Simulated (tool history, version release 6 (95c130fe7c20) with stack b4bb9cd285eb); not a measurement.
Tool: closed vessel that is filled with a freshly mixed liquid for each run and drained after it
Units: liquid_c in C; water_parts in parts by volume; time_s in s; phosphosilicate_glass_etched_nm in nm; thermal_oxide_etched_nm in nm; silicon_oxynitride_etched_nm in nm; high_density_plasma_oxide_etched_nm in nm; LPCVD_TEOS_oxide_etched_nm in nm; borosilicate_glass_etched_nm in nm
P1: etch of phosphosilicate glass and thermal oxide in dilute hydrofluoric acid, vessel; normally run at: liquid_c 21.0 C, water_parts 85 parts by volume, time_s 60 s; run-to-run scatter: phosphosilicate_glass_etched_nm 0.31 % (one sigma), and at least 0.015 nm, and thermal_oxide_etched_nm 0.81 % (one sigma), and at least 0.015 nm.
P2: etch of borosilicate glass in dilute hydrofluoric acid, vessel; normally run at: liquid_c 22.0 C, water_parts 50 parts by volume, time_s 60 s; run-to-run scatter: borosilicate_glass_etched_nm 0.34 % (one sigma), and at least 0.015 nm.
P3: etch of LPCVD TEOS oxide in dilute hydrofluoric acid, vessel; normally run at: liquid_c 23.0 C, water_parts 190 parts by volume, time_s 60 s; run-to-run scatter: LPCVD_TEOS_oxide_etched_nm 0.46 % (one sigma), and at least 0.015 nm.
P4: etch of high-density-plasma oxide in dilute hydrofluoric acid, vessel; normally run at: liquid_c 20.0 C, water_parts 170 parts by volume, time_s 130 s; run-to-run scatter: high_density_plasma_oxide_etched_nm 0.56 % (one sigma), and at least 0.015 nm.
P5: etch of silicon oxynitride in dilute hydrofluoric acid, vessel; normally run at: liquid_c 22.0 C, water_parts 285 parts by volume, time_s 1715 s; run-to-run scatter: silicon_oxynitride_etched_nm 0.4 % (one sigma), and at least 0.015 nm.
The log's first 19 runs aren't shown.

run   hour  process  liquid_c  water_parts  time_s  hours since the thermometer was replaced  hours since the hydrofluoric acid flow meter was replaced  phosphosilicate_glass_etched_nm  thermal_oxide_etched_nm  silicon_oxynitride_etched_nm  high_density_plasma_oxide_etched_nm  LPCVD_TEOS_oxide_etched_nm  borosilicate_glass_etched_nm
 20  159.3       P2      22.0           50      60                                    1333.7                                                      845.6                                                                                                                                                                                 64.092
 21  167.7       P2      22.0           50     110                                    1342.1                                                      854.0                                                                                                                                                                                117.930
 22  178.0       P1      17.0           85      30                                    1352.4                                                      864.3                           32.899                   1.3234
 23  186.9       P2      29.0           50      60                                    1361.3                                                      873.2                                                                                                                                                                                 85.226
 24  194.1       P1      21.0           85      60                                    1368.5                                                      880.4                           77.724                   3.0767
 25  199.9       P3      23.0          190      90                                    1374.3                                                      886.2                                                                                                                                                  10.7100
 26  207.9       P5      22.0          285    2870                                    1382.3                                                      894.2                                                                                 11.6780
 27  218.6       P1      21.0          130      60                                    1393.0                                                      904.9                           48.330                   1.8486
 28  224.4       P2      22.0           20      60                                    1398.8                                                      910.7                                                                                                                                                                                166.030
 29  229.9       P4      20.0          170     220                                    1404.3                                                      916.2                                                                                                                       9.2398
 30  240.3       P1      21.0           85      60                                    1414.7                                                      926.6                           77.619                   3.0708
 31  249.2       P1      21.0           85      60                                    1423.6                                                      935.5                           81.502                   3.2058
 32  258.5       P1      21.0           85      60                                    1432.9                                                      944.8                           83.804                   3.2786
 33  265.8       P1      21.0           85      60                                    1440.2                                                      952.1                           84.932                   3.3426
 34  274.1       P1      21.0           85      60                                    1448.5                                                      960.4                           85.100                   3.3347
 35  280.5       P1      21.0           85      60                                    1454.9                                                      966.8                           85.582                   3.3362
 36  287.6       P1      21.0           85      60                                    1462.0                                                      973.9                           86.056                   3.3477

The next listed run, before its measurement:
 37  294.8       P1      21.0           85      60                                    1469.2                                                      981.1                                ?                        ?

{"run 37": {"phosphosilicate_glass_etched_nm": 86.156, "thermal_oxide_etched_nm": 3.3701}}

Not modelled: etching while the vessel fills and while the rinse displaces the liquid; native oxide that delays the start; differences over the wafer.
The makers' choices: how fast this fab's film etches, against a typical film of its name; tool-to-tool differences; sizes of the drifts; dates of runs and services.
